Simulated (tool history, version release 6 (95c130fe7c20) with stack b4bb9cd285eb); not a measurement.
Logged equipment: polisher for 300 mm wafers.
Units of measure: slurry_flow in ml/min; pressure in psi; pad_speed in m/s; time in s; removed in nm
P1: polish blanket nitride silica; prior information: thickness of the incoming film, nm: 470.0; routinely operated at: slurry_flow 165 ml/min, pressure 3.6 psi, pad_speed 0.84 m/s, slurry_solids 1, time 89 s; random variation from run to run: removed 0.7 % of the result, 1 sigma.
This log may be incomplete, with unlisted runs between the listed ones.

{"run": 1, "hour": 5.4, "slurry_flow": 165, "pressure": 3.6, "pad_speed": 0.84, "slurry_solids": 1, "time": 89, "removed": 41.574}
{"run": 2, "hour": 11.4, "slurry_flow": 100, "pressure": 3.6, "pad_speed": 0.84, "slurry_solids": 1, "time": 127, "removed": 52.846}
{"hour": 16.7, "done": "conditioning disc replaced and pad reconditioned"}
{"run": 3, "hour": 17.3, "slurry_flow": 100, "pressure": 3.6, "pad_speed": 0.84, "slurry_solids": 1, "time": 89, "removed": 37.672}
{"run": 4, "hour": 20.1, "slurry_flow": 165, "pressure": 2.5, "pad_speed": 0.52, "slurry_solids": 1, "time": 89, "removed": 19.605}
{"run": 5, "hour": 26.1, "slurry_flow": 165, "pressure": 3.6, "pad_speed": 0.84, "slurry_solids": 1, "time": 89, "removed": 41.562}
{"run": 6, "hour": 31.7, "slurry_flow": 165, "pressure": 2.5, "pad_speed": 0.84, "slurry_solids": 1, "time": 89, "removed": 28.357}
{"run": 7, "hour": 35.3, "slurry_flow": 165, "pressure": 3.6, "pad_speed": 0.84, "slurry_solids": 1.3, "time": 89, "removed": 46.518}
{"run": 8, "hour": 41.3, "slurry_flow": 165, "pressure": 4.9, "pad_speed": 0.84, "slurry_solids": 1, "time": 89, "removed": 55.754}
{"run": 9, "hour": 46.4, "slurry_flow": 165, "pressure": 3.6, "pad_speed": 0.84, "slurry_solids": 1, "time": 89, "removed": 41.471}
{"run": 10, "hour": 50.2, "slurry_flow": 165, "pressure": 3.6, "pad_speed": 0.84, "slurry_solids": 1, "time": 89, "removed": 41.065}
{"run": 11, "hour": 55.2, "slurry_flow": 165, "pressure": 3.6, "pad_speed": 0.84, "slurry_solids": 0.55, "time": 89, "removed": 29.964}
{"run": 12, "hour": 60.0, "slurry_flow": 165, "pressure": 3.6, "pad_speed": 0.84, "slurry_solids": 1, "time": 50, "removed": 23.15}
{"run": 13, "hour": 64.2, "slurry_flow": 165, "pressure": 3.6, "pad_speed": 0.5, "slurry_solids": 1, "time": 89, "removed": 27.332}
{"run": 14, "hour": 68.4, "slurry_flow": 165, "pressure": 3.6, "pad_speed": 0.84, "slurry_solids": 1, "time": 128, "removed": 59.378}
{"run": 15, "hour": 72.8, "slurry_flow": 165, "pressure": 3.6, "pad_speed": 1.3, "slurry_solids": 1, "time": 89, "removed": 58.137}
{"run": 16, "hour": 77.2, "slurry_flow": 165, "pressure": 2.4, "pad_speed": 0.54, "slurry_solids": 1, "time": 89, "removed": 19.458}
{"run": 17, "hour": 82.5, "slurry_flow": 165, "pressure": 3.6, "pad_speed": 0.84, "slurry_solids": 1, "time": 89, "removed": 41.171}
{"run": 18, "hour": 86.0, "slurry_flow": 255, "pressure": 3.6, "pad_speed": 0.84, "slurry_solids": 1, "time": 89, "removed": 43.607}

Run 19 is up next; what results do you expect?
{"run": 19, "hour": 89.6, "slurry_flow": 165, "pressure": 3.6, "pad_speed": 0.84, "slurry_solids": 1, "time": 89, "removed": "?"}

Run 19 measured removed 41.457 nm.
